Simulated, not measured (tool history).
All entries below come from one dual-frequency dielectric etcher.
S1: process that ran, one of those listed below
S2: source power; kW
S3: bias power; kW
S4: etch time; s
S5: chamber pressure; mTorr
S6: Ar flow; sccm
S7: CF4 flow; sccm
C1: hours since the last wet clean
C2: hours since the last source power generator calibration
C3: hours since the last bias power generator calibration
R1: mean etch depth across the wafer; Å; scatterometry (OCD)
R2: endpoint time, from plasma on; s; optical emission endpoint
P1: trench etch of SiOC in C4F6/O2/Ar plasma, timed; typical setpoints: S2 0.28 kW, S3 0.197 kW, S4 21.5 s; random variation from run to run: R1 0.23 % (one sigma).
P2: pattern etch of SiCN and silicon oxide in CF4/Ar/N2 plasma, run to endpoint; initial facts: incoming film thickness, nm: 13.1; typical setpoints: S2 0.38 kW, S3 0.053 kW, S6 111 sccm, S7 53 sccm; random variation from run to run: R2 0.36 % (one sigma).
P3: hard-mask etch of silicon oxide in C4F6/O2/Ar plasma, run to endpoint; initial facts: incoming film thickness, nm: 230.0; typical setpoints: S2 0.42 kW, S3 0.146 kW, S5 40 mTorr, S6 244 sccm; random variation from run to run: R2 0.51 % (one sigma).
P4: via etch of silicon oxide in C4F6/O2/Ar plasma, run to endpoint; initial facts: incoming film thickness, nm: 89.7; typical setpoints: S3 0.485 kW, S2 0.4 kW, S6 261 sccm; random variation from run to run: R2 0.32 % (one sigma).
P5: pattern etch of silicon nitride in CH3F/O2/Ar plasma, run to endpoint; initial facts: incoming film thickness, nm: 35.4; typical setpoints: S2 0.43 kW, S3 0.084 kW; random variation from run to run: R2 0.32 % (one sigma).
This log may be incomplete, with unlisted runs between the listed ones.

{"run": 1, "day": 0.221, "S1": "P1", "S2": 0.28, "S3": 0.197, "S4": 21.5, "C1": 204.2, "C2": 2044.1, "C3": 1263.8, "R1": 401.62}
{"run": 2, "day": 0.446, "S1": "P3", "S2": 0.42, "S3": 0.146, "S5": 40, "S6": 159, "C1": 209.6, "C2": 2049.5, "C3": 1269.2, "R2": 73.548}
{"run": 3, "day": 0.75, "S1": "P1", "S2": 0.38, "S3": 0.197, "S4": 30, "C1": 216.9, "C2": 2056.8, "C3": 1276.5, "R1": 628.04}
{"run": 4, "day": 1.083, "S1": "P2", "S2": 0.38, "S3": 0.053, "S6": 111, "S7": 38, "C1": 224.9, "C2": 2064.8, "C3": 1284.5, "R2": 22.733}
{"run": 5, "day": 1.4, "S1": "P1", "S2": 0.28, "S3": 0.15, "S4": 21.5, "C1": 232.5, "C2": 2072.4, "C3": 1292.1, "R1": 366.26}
{"run": 6, "day": 1.642, "S1": "P1", "S2": 0.28, "S3": 0.197, "S4": 21.5, "C1": 238.3, "C2": 2078.2, "C3": 1297.9, "R1": 400.45}
{"run": 7, "day": 1.871, "S1": "P4", "S2": 0.4, "S3": 0.485, "S6": 162, "C1": 243.8, "C2": 2083.7, "C3": 1303.4, "R2": 19.229}
{"run": 8, "day": 2.267, "S1": "P3", "S2": 0.42, "S3": 0.146, "S5": 55, "S6": 244, "C1": 253.3, "C2": 2093.2, "C3": 1312.9, "R2": 80.708}
{"run": 9, "day": 2.712, "S1": "P5", "S2": 0.43, "S3": 0.052, "C1": 264, "C2": 2103.9, "C3": 1323.6, "R2": 55.21}
{"run": 10, "day": 3.038, "S1": "P2", "S2": 0.38, "S3": 0.07, "S6": 111, "S7": 53, "C1": 271.8, "C2": 2111.7, "C3": 1331.4, "R2": 19.437}
{"run": 11, "day": 3.296, "S1": "P3", "S2": 0.42, "S3": 0.146, "S5": 40, "S6": 244, "C1": 278, "C2": 2117.9, "C3": 1337.6, "R2": 76.783}
{"run": 12, "day": 3.642, "S1": "P2", "S2": 0.26, "S3": 0.053, "S6": 111, "S7": 53, "C1": 286.3, "C2": 2126.2, "C3": 1345.9, "R2": 29.789}
{"run": 13, "day": 4.079, "S1": "P1", "S2": 0.2, "S3": 0.151, "S4": 21.5, "C1": 296.8, "C2": 2136.7, "C3": 1356.4, "R1": 322.58}
{"run": 14, "day": 4.296, "S1": "P3", "S2": 0.42, "S3": 0.146, "S5": 40, "S6": 244, "C1": 302, "C2": 2141.9, "C3": 1361.6, "R2": 77.187}
{"run": 15, "day": 4.55, "S1": "P5", "S2": 0.52, "S3": 0.084, "C1": 308.1, "C2": 2148, "C3": 1367.7, "R2": 43.77}
{"run": 16, "day": 4.779, "S1": "P3", "S2": 0.57, "S3": 0.146, "S5": 40, "S6": 244, "C1": 313.6, "C2": 2153.5, "C3": 1373.2, "R2": 68.827}
{"run": 17, "day": 5.167, "S1": "P1", "S2": 0.28, "S3": 0.255, "S4": 15.5, "C1": 322.9, "C2": 2162.8, "C3": 1382.5, "R1": 315.29}
{"run": 18, "day": 5.538, "S1": "P4", "S2": 0.4, "S3": 0.485, "S6": 261, "C1": 331.8, "C2": 2171.7, "C3": 1391.4, "R2": 20.183}
{"run": 19, "day": 6.021, "S1": "P2", "S2": 0.38, "S3": 0.053, "S6": 74, "S7": 53, "C1": 343.4, "C2": 2183.3, "C3": 1403, "R2": 19.983}
{"run": 20, "day": 6.517, "S1": "P1", "S2": 0.28, "S3": 0.197, "S4": 13.5, "C1": 355.3, "C2": 2195.2, "C3": 1414.9, "R1": 252.53}
{"run": 21, "day": 6.838, "S1": "P1", "S2": 0.28, "S3": 0.197, "S4": 21.5, "C1": 363, "C2": 2202.9, "C3": 1422.6, "R1": 401.71}
{"run": 22, "day": 7.254, "S1": "P1", "S2": 0.39, "S3": 0.197, "S4": 21.5, "C1": 373, "C2": 2212.9, "C3": 1432.6, "R1": 454.94}
{"run": 23, "day": 7.696, "S1": "P3", "S2": 0.42, "S3": 0.206, "S5": 40, "S6": 244, "C1": 383.6, "C2": 2223.5, "C3": 1443.2, "R2": 69.636}
{"run": 24, "day": 8.038, "S1": "P2", "S2": 0.38, "S3": 0.053, "S6": 111, "S7": 53, "C1": 391.8, "C2": 2231.7, "C3": 1451.4, "R2": 21.544}
{"run": 25, "day": 8.262, "S1": "P1", "S2": 0.28, "S3": 0.197, "S4": 21.5, "C1": 397.2, "C2": 2237.1, "C3": 1456.8, "R1": 401.21}

Predict the results of run 26:
{"run": 26, "day": 8.496, "S1": "P1", "S2": 0.22, "S3": 0.197, "S4": 21.5, "C1": 402.8, "C2": 2242.7, "C3": 1462.4, "R1": "?"}

Run 26 yielded R1 365.88 Å.
